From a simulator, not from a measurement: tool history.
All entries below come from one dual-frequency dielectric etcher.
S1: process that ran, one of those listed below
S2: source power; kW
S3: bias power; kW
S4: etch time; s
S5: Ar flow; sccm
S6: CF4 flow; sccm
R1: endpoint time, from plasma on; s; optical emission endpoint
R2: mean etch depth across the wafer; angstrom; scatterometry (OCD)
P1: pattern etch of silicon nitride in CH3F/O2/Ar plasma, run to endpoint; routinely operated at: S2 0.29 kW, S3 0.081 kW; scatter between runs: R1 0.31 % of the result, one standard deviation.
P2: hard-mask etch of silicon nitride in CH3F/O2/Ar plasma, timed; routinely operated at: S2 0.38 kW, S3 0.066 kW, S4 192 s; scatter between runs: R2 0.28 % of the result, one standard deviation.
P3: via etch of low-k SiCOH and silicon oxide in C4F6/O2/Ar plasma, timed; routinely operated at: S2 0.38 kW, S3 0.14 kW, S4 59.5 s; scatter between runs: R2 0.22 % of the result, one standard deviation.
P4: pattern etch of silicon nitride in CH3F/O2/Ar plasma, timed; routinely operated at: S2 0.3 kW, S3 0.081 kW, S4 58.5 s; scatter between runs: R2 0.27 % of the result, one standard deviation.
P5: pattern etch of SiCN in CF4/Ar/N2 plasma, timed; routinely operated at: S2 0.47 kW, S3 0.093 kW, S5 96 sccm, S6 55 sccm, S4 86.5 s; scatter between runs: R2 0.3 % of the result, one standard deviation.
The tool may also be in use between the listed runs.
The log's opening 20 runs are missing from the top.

run 21 hour=274.4 | S1=P1 S2=0.29 S3=0.081 | R1=79.196
run 22 hour=282.7 | S1=P4 S2=0.19 S3=0.081 S4=58.5 | R2=328.21
run 23 hour=294.5 | S1=P5 S2=0.47 S3=0.093 S4=86.5 S5=118 S6=55 | R2=800.75
run 24 hour=309.1 | S1=P1 S2=0.21 S3=0.097 | R1=83.669
run 25 hour=318 | S1=P2 S2=0.38 S3=0.051 S4=192 | R2=1153.7
run 26 hour=332 | S1=P4 S2=0.3 S3=0.081 S4=32 | R2=213
run 27 hour=347 | S1=P1 S2=0.29 S3=0.106 | R1=71.503
-- hour=354.2 bias power generator calibrated
run 28 hour=356.9 | S1=P1 S2=0.29 S3=0.081 | R1=79.214
-- hour=365 source power generator calibrated
run 29 hour=373.5 | S1=P1 S2=0.29 S3=0.081 | R1=79.167
run 30 hour=391.5 | S1=P5 S2=0.47 S3=0.093 S4=86.5 S5=96 S6=72 | R2=858.14
run 31 hour=406.4 | S1=P5 S2=0.47 S3=0.093 S4=86.5 S5=96 S6=55 | R2=826.62
run 32 hour=423.9 | S1=P1 S2=0.37 S3=0.081 | R1=71.99
run 33 hour=435.9 | S1=P3 S2=0.38 S3=0.174 S4=59.5 | R2=1515
run 34 hour=445.9 | S1=P1 S2=0.29 S3=0.081 | R1=79.044
run 35 hour=462.1 | S1=P1 S2=0.29 S3=0.081 | R1=79.94
run 36 hour=472.8 | S1=P1 S2=0.29 S3=0.081 | R1=79.834
-- hour=474.7 wet clean of the chamber
run 37 hour=481.7 | S1=P1 S2=0.29 S3=0.081 | R1=80.065
run 38 hour=496.2 | S1=P1 S2=0.29 S3=0.081 | R1=80.203
run 39 hour=504.7 | S1=P1 S2=0.29 S3=0.081 | R1=80.465

Forecast run 40:
run 40 hour=516.7 | S1=P1 S2=0.29 S3=0.081 | R1=?

R1: 80.548 s

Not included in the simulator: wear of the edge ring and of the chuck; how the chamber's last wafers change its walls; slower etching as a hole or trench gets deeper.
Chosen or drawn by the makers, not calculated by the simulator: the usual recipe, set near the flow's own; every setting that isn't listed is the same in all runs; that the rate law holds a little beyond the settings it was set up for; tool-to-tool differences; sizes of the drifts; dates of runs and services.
